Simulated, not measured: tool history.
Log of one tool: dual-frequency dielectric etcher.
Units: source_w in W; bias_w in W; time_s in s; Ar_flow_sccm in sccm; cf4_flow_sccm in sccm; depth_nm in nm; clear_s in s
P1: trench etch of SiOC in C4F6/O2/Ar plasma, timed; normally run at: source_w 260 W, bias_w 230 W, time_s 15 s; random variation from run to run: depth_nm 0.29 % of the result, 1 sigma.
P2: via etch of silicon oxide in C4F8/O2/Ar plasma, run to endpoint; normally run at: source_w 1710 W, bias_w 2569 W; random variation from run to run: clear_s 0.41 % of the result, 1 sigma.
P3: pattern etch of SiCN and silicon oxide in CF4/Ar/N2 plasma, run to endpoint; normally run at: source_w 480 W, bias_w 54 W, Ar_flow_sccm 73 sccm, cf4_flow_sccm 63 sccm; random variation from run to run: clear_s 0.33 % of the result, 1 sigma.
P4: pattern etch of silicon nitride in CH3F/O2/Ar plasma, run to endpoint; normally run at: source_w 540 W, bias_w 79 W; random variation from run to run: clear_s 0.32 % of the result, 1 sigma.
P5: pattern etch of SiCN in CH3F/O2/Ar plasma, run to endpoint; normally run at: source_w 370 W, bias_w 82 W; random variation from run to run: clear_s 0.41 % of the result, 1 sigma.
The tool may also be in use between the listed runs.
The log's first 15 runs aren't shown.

run	day	process	source_w	bias_w	time_s	Ar_flow_sccm	cf4_flow_sccm	hours since the last wet clean	hours since the last source power generator calibration	hours since the last bias power generator calibration	depth_nm	clear_s
16	3.2	P1	260	230	15			279.3	1828.3	1689.6	28.923	
17	3.325	P2	1710	2569				282.3	1831.3	1692.6		393.34
# day 3.396: source power generator calibrated
18	3.533	P1	160	230	15			287.3	3.3	1697.6	23.964	
19	3.646	P5	370	82				290	6	1700.3		31.666
20	3.904	P5	370	50				296.2	12.2	1706.5		37.405
21	4.142	P3	480	54		73	48	301.9	17.9	1712.2		12.348
22	4.342	P2	1170	2569				306.7	22.7	1717		460.29
23	4.454	P4	540	79				309.4	25.4	1719.7		29.023
24	4.708	P1	260	230	15			315.5	31.5	1725.8	28.941	
25	4.829	P1	200	145	15			318.4	34.4	1728.7	22.41	
26	4.979	P1	260	230	15			322	38	1732.3	28.76	

Run 27 comes next. What will it give?
27	5.217	P1	260	230	15			327.7	43.7	1738	?	

{"run 27": {"depth_nm": 28.881}}

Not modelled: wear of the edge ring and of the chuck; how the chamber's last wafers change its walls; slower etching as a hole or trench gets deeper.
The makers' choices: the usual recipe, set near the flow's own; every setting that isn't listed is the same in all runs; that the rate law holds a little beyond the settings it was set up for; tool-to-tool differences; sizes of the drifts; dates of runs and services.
